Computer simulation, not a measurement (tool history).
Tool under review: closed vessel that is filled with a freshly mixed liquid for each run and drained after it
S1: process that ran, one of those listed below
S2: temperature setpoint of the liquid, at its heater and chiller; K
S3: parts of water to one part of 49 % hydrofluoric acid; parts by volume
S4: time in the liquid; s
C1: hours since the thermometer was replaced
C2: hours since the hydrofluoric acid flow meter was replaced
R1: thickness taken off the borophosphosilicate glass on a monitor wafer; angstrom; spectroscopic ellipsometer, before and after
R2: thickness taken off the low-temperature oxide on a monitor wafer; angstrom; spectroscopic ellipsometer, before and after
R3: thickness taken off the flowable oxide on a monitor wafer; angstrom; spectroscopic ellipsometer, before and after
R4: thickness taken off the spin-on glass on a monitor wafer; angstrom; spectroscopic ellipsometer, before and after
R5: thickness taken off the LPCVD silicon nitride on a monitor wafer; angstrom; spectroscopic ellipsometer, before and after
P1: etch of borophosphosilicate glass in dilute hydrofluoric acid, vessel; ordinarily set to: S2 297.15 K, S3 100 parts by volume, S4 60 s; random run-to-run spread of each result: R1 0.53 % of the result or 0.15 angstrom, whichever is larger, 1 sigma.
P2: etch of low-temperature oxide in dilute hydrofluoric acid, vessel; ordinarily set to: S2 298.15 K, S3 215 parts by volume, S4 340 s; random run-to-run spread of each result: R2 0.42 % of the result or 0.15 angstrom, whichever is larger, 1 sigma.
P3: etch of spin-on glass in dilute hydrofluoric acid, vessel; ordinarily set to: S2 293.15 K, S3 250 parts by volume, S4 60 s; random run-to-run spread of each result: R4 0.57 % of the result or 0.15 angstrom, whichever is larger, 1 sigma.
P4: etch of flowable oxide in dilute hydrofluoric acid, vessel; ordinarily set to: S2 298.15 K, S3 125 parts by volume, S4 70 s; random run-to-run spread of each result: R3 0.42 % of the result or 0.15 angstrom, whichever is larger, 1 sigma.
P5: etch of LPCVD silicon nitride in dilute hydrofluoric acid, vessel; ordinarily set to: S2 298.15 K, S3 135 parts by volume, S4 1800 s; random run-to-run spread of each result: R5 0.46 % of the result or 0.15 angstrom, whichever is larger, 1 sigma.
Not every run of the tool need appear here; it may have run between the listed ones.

| run | day | S1 | S2 | S3 | S4 | C1 | C2 | R1 | R2 | R3 | R4 | R5 |
|---|---|---|---|---|---|---|---|---|---|---|---|---|
| 1 | 0.288 | P1 | 297.15 | 100 | 60 | 391.5 | 428 | 345.26 |  |  |  |  |
| 2 | 0.646 | P1 | 297.15 | 160 | 60 | 400.1 | 436.6 | 201.72 |  |  |  |  |
| 3 | 1.025 | P1 | 292.65 | 100 | 60 | 409.2 | 445.7 | 288.03 |  |  |  |  |
| 4 | 1.496 | P1 | 297.15 | 100 | 100 | 420.5 | 457 | 573.42 |  |  |  |  |
| 5 | 2 | P1 | 297.15 | 100 | 30 | 432.6 | 469.1 | 172.34 |  |  |  |  |
| 6 | 2.325 | P2 | 298.15 | 55 | 340 | 440.4 | 476.9 |  | 1612.8 |  |  |  |
| 7 | 2.771 | P2 | 298.15 | 215 | 595 | 451.1 | 487.6 |  | 598.62 |  |  |  |
| 8 | 3.142 | P1 | 297.15 | 100 | 60 | 460 | 496.5 | 347.54 |  |  |  |  |
| 9 | 3.608 | P1 | 297.15 | 100 | 60 | 471.2 | 507.7 | 347.07 |  |  |  |  |
| 10 | 3.917 | P4 | 298.15 | 125 | 70 | 478.6 | 515.1 |  |  | 269.12 |  |  |
| 11 | 4.275 | P3 | 290.15 | 250 | 60 | 487.2 | 523.7 |  |  |  | 54.97 |  |
| 12 | 4.562 | P1 | 297.15 | 100 | 60 | 494.1 | 530.6 | 346.36 |  |  |  |  |
| 13 | 4.975 | P5 | 298.15 | 135 | 3295 | 504 | 540.5 |  |  |  |  | 134.06 |
| 14 | 5.354 | P3 | 293.15 | 250 | 60 | 513.1 | 549.6 |  |  |  | 61.298 |  |
| 15 | 5.746 | P3 | 293.15 | 450 | 60 | 522.5 | 559 |  |  |  | 28.742 |  |
| 16 | 5.988 | P1 | 293.15 | 175 | 60 | 528.3 | 564.8 | 153.37 |  |  |  |  |
| 17 | 6.254 | P4 | 306.65 | 125 | 70 | 534.7 | 571.2 |  |  | 367.02 |  |  |
| 18 | 6.729 | P5 | 298.15 | 20 | 1800 | 546.1 | 582.6 |  |  |  |  | 471.79 |
| 19 | 7.246 | P1 | 297.15 | 100 | 60 | 558.5 | 595 | 346.39 |  |  |  |  |
| 20 | 7.658 | P2 | 302.15 | 215 | 340 | 568.4 | 604.9 |  | 390.72 |  |  |  |
| 21 | 8.092 | P1 | 297.15 | 100 | 60 | 578.8 | 615.3 | 343.81 |  |  |  |  |
| 22 | 8.588 | P1 | 297.15 | 25 | 30 | 590.7 | 627.2 | 766.26 |  |  |  |  |
| 23 | 8.9 | P5 | 305.15 | 135 | 1800 | 598.2 | 634.7 |  |  |  |  | 113.86 |
| 24 | 9.425 | P3 | 293.15 | 250 | 30 | 610.8 | 647.3 |  |  |  | 30.614 |  |
| 25 | 9.712 | P4 | 298.15 | 125 | 70 | 617.7 | 654.2 |  |  | 267.44 |  |  |
| 26 | 10 | P4 | 298.15 | 125 | 30 | 624.6 | 661.1 |  |  | 114.89 |  |  |
| 27 | 10.362 | P2 | 298.15 | 215 | 340 | 633.3 | 669.8 |  | 340.32 |  |  |  |
| 28 | 10.896 | P1 | 297.15 | 50 | 60 | 646.1 | 682.6 | 739.08 |  |  |  |  |
| 29 | 11.35 | P1 | 303.15 | 100 | 60 | 657 | 693.5 | 439.71 |  |  |  |  |
| 30 | 11.758 | P4 | 298.15 | 35 | 70 | 666.8 | 703.3 |  |  | 1083.2 |  |  |
| 31 | 12.158 | P3 | 293.15 | 250 | 60 | 676.4 | 712.9 |  |  |  | 61.619 |  |
| 32 | 12.433 | P5 | 298.15 | 135 | 1800 | 683 | 719.5 |  |  |  |  | 73.199 |
| 33 | 12.804 | P1 | 297.15 | 100 | 60 | 691.9 | 728.4 | 346.54 |  |  |  |  |
| 34 | 13.254 | P1 | 297.15 | 100 | 60 | 702.7 | 739.2 | 336.57 |  |  |  |  |
| 35 | 13.646 | P1 | 297.15 | 100 | 60 | 712.1 | 748.6 | 338.27 |  |  |  |  |
| 36 | 14.121 | P1 | 297.15 | 100 | 60 | 723.5 | 760 | 331.53 |  |  |  |  |
| 37 | 14.379 | P1 | 297.15 | 100 | 60 | 729.7 | 766.2 | 326.6 |  |  |  |  |
| 38 | 14.771 | P1 | 297.15 | 100 | 60 | 739.1 | 775.6 | 326.4 |  |  |  |  |
| 39 | 15.208 | P1 | 297.15 | 100 | 60 | 749.6 | 786.1 | 325.27 |  |  |  |  |
| 40 | 15.512 | P1 | 297.15 | 100 | 60 | 756.9 | 793.4 | 327.84 |  |  |  |  |
| 41 | 16.033 | P1 | 297.15 | 100 | 60 | 769.4 | 805.9 | 323.76 |  |  |  |  |
| 42 | 16.512 | P1 | 297.15 | 100 | 60 | 780.9 | 817.4 | 322.04 |  |  |  |  |
| 43 | 16.946 | P1 | 297.15 | 100 | 60 | 791.3 | 827.8 | 322.84 |  |  |  |  |
| 44 | 17.425 | P1 | 297.15 | 100 | 60 | 802.8 | 839.3 | 325.56 |  |  |  |  |

What P1 gives has crept away from where it was. These 2 causes fit the log equally well, each at the size given:
A: liquid colder than its thermometer reads (K) = 1.61
B: hydrofluoric acid flow below the setpoint (%) = 5.54
The creep began at about day 12.804.

Question marks stand in for the results of the 4 check runs listed below, each run on one wafer. Under which run would the listed causes show clearly different results?
| check 1 | 17.904 | P2 | 298.15 | 80 | 340 |  |  |  | ? |  |  |  |
| check 2 | 17.904 | P4 | 305.15 | 65 | 70 |  |  |  |  | ? |  |  |
| check 3 | 17.904 | P5 | 298.15 | 60 | 3055 |  |  |  |  |  |  | ? |
| check 4 | 17.904 | P3 | 290.15 | 250 | 30 |  |  |  |  |  | ? |  |

Expected result of each check under each candidate cause:
| check | result | if A | if B |
|---|---|---|---|
| check 1 | R2 | 1008.9 | 1010.5 |
| check 2 | R3 | 688.34 | 687.47 |
| check 3 | R5 | 248.54 | 261.75 |
| check 4 | R4 | 25.711 | 25.543 |
Separation of the two closest causes in each check, using whichever result separates them best: check 1 0.16 %; check 2 0.13 %; check 3 5.18 %; check 4 0.66 %
Check 3 is the one run that separates the causes; every other check would come out nearly the same whichever cause is at work.

Check 3 has now been run. It gave: R5 261.5 angstrom. Which of the candidate causes is it?

Of the candidate causes, it is B: hydrofluoric acid flow below the setpoint (%).

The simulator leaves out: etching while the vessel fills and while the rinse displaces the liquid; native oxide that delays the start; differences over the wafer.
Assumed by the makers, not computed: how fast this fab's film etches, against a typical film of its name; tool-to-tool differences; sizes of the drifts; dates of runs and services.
